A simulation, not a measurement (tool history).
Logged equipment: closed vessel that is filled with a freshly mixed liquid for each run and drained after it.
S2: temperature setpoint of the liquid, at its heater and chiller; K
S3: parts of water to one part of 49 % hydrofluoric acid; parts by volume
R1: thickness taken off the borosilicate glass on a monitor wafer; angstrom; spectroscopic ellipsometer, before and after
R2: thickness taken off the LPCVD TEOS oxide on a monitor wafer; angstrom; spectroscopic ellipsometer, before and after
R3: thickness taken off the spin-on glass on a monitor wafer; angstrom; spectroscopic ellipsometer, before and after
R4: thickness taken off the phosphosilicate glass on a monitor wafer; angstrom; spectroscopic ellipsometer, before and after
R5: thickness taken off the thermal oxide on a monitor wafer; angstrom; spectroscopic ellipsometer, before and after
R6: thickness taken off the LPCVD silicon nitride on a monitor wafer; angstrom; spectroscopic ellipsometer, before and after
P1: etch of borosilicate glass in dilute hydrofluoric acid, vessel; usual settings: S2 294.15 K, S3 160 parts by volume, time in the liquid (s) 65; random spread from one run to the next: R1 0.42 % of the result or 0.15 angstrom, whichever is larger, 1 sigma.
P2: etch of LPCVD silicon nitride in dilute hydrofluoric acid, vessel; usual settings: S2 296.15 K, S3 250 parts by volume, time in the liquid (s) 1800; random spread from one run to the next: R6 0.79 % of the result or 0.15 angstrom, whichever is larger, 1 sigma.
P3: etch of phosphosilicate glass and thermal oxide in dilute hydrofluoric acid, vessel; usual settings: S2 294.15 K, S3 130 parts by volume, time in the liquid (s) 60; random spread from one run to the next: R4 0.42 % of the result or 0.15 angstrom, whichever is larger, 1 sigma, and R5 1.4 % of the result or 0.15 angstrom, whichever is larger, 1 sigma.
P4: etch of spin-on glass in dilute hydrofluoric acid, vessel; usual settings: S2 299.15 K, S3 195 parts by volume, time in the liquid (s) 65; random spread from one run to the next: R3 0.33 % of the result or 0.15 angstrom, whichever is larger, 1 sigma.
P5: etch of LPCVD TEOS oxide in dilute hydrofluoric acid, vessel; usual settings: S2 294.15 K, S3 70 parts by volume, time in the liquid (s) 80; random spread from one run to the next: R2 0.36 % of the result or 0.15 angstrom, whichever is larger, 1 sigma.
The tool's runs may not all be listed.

run 1 day=0.267 | process_that_ran=P1 S2=294.15 S3=160 time_in_the_liquid_(s)=65 | R1=99.333
run 2 day=0.629 | process_that_ran=P5 S2=294.15 S3=125 time_in_the_liquid_(s)=80 | R2=120.830
run 3 day=1.021 | process_that_ran=P4 S2=299.15 S3=195 time_in_the_liquid_(s)=65 | R3=121.33
run 4 day=1.238 | process_that_ran=P3 S2=300.15 S3=130 time_in_the_liquid_(s)=60 | R4=506.10 R5=22.2160
run 5 day=1.446 | process_that_ran=P1 S2=294.15 S3=160 time_in_the_liquid_(s)=115 | R1=176.550
run 6 day=1.629 | process_that_ran=P4 S2=299.15 S3=195 time_in_the_liquid_(s)=65 | R3=120.51
run 7 day=1.988 | process_that_ran=P2 S2=296.15 S3=250 time_in_the_liquid_(s)=230 | R6=3.85
run 8 day=2.279 | process_that_ran=P5 S2=302.15 S3=70 time_in_the_liquid_(s)=80 | R2=318.220
run 9 day=2.496 | process_that_ran=P4 S2=299.15 S3=195 time_in_the_liquid_(s)=95 | R3=176.79
run 10 day=2.800 | process_that_ran=P3 S2=294.15 S3=55 time_in_the_liquid_(s)=60 | R4=1041.20 R5=44.8220
run 11 day=3.046 | process_that_ran=P1 S2=294.15 S3=160 time_in_the_liquid_(s)=65 | R1=99.843
run 12 day=3.429 | process_that_ran=P1 S2=294.15 S3=35 time_in_the_liquid_(s)=65 | R1=523.070
run 13 day=3.821 | process_that_ran=P1 S2=294.15 S3=160 time_in_the_liquid_(s)=65 | R1=98.803
run 14 day=4.125 | process_that_ran=P4 S2=299.15 S3=50 time_in_the_liquid_(s)=65 | R3=565.45
run 15 day=4.379 | process_that_ran=P1 S2=299.15 S3=75 time_in_the_liquid_(s)=65 | R1=285.300
run 16 day=4.717 | process_that_ran=P1 S2=294.15 S3=160 time_in_the_liquid_(s)=65 | R1=99.622
run 17 day=5.017 | process_that_ran=P1 S2=294.15 S3=160 time_in_the_liquid_(s)=65 | R1=99.674
run 18 day=5.342 | process_that_ran=P5 S2=294.15 S3=70 time_in_the_liquid_(s)=80 | R2=229.490
run 19 day=5.600 | process_that_ran=P1 S2=290.15 S3=90 time_in_the_liquid_(s)=65 | R1=161.380
run 20 day=5.875 | process_that_ran=P1 S2=294.15 S3=230 time_in_the_liquid_(s)=105 | R1=104.580
run 21 day=6.083 | process_that_ran=P4 S2=307.15 S3=195 time_in_the_liquid_(s)=65 | R3=160.23
run 22 day=6.458 | process_that_ran=P1 S2=301.15 S3=160 time_in_the_liquid_(s)=65 | R1=129.050
run 23 day=6.633 | process_that_ran=P2 S2=296.15 S3=45 time_in_the_liquid_(s)=1800 | R6=173.48
run 24 day=6.888 | process_that_ran=P1 S2=294.15 S3=160 time_in_the_liquid_(s)=30 | R1=45.663
run 25 day=7.075 | process_that_ran=P2 S2=304.65 S3=250 time_in_the_liquid_(s)=1800 | R6=52.54
run 26 day=7.300 | process_that_ran=P2 S2=296.15 S3=250 time_in_the_liquid_(s)=1800 | R6=32.33
run 27 day=7.508 | process_that_ran=P5 S2=294.15 S3=70 time_in_the_liquid_(s)=30 | R2=86.109
run 28 day=7.717 | process_that_ran=P1 S2=290.15 S3=160 time_in_the_liquid_(s)=65 | R1=84.417
run 29 day=7.925 | process_that_ran=P1 S2=294.15 S3=285 time_in_the_liquid_(s)=65 | R1=49.215
-- day=8.267 hydrofluoric acid flow meter replaced
run 30 day=8.300 | process_that_ran=P3 S2=294.15 S3=130 time_in_the_liquid_(s)=30 | R4=201.22 R5=8.7161
run 31 day=8.533 | process_that_ran=P3 S2=294.15 S3=130 time_in_the_liquid_(s)=60 | R4=401.21 R5=17.7280
run 32 day=8.867 | process_that_ran=P5 S2=294.15 S3=70 time_in_the_liquid_(s)=80 | R2=229.280
run 33 day=9.262 | process_that_ran=P1 S2=294.15 S3=160 time_in_the_liquid_(s)=65 | R1=99.685
run 34 day=9.533 | process_that_ran=P1 S2=294.15 S3=160 time_in_the_liquid_(s)=65 | R1=95.029
run 35 day=9.917 | process_that_ran=P1 S2=294.15 S3=160 time_in_the_liquid_(s)=65 | R1=92.700
run 36 day=10.317 | process_that_ran=P1 S2=294.15 S3=160 time_in_the_liquid_(s)=65 | R1=91.564
run 37 day=10.646 | process_that_ran=P1 S2=294.15 S3=160 time_in_the_liquid_(s)=65 | R1=90.834
run 38 day=10.833 | process_that_ran=P1 S2=294.15 S3=160 time_in_the_liquid_(s)=65 | R1=91.571
run 39 day=11.125 | process_that_ran=P1 S2=294.15 S3=160 time_in_the_liquid_(s)=65 | R1=91.139

P1 no longer gives what it gave before; its output has crept away from where it was. The following 2 causes, each at its listed size, fit the log equally well:
A: hydrofluoric acid flow below the setpoint (%) = 7.3
B: liquid colder than its thermometer reads (K) = 2.25
The gradual shift began around day 9.262.

Which of the 4 check runs listed below, each an average over 2 wafers with its results shown as question marks, gives clearly different results under the different listed causes?
run check 1 day=11.417 | process_that_ran=P3 S2=299.65 S3=130 time_in_the_liquid_(s)=60 | R4=? R5=?
run check 2 day=11.417 | process_that_ran=P5 S2=294.15 S3=100 time_in_the_liquid_(s)=30 | R2=?
run check 3 day=11.417 | process_that_ran=P2 S2=296.15 S3=155 time_in_the_liquid_(s)=560 | R6=?
run check 4 day=11.417 | process_that_ran=P4 S2=306.65 S3=85 time_in_the_liquid_(s)=65 | R3=?

Expected result of each check under each candidate cause:
check=check_1 result=R4 if_A=456.56 if_B=457.66
check=check_1 result=R5 if_A=20.1860 if_B=20.2350
check=check_2 result=R2 if_A=53.538 if_B=53.121
check=check_3 result=R6 if_A=14.768 if_B=13.730
check=check_4 result=R3 if_A=386.93 if_B=387.91
Smallest distance between any two causes, each pair judged by its most separating result, in per cent: check 1 0.24 %; check 2 0.78 %; check 3 7.29 %; check 4 0.25 %
Of the check runs offered, only check 3 discriminates between the causes; the rest would read about the same regardless of which cause applies.

After running check 3, the following was obtained: R6 14.604 angstrom. Which cause does this point to?

A is the cause: hydrofluoric acid flow below the setpoint (%).
